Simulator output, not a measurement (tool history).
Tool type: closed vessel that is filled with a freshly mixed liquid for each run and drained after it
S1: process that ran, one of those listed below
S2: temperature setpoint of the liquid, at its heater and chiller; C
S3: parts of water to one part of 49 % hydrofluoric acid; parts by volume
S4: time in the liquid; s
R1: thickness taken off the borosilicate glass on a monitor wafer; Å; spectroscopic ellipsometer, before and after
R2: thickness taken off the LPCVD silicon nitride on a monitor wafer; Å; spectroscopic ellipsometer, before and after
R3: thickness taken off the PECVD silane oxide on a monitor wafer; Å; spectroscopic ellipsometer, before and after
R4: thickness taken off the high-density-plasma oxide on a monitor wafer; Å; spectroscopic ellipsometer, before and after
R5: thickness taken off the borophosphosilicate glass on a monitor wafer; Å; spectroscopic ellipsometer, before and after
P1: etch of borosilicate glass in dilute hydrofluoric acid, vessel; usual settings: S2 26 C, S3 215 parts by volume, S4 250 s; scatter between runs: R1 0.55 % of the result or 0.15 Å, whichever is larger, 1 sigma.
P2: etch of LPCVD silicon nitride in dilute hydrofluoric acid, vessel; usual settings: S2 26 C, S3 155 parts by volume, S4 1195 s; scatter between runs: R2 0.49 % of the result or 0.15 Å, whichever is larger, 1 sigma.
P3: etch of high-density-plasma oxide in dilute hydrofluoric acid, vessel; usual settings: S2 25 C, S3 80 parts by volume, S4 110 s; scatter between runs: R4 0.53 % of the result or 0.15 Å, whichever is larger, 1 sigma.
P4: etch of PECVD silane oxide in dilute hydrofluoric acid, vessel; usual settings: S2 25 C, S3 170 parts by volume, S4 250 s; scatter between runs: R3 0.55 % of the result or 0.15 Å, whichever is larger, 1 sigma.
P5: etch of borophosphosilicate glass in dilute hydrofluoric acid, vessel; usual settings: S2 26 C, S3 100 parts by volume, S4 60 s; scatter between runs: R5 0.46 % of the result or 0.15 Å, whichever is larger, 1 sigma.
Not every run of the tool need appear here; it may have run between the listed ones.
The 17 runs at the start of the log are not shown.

run   hour  S1    S2   S3    S4      R1      R2      R3      R4      R5
 18  100.1  P2    26  155  1195          45.379
 19  107.6  P1  33.5  330   250  259.96
 20  113.3  P2    34  155  1195          74.673
 21  117.6  P5    26   55    60                                  806.64
 22  124.7  P4    25  170   250                  376.75
 23  130.9  P1    26  305   250  227.32
 24  137.7  P4    25  235   250                  253.56
 25  144.2  P3    25   80   215                          312.86
 26  147.8  P4    25  170   455                  683.54
 27  155.3  P1    26  360    30  21.608
 28  162.2  P2    26  250  1195          28.094

Run 29 comes next. What will it give?
 29  166.7  P1  26  215  120   ?

Run 29 gave R1 168.67 Å.
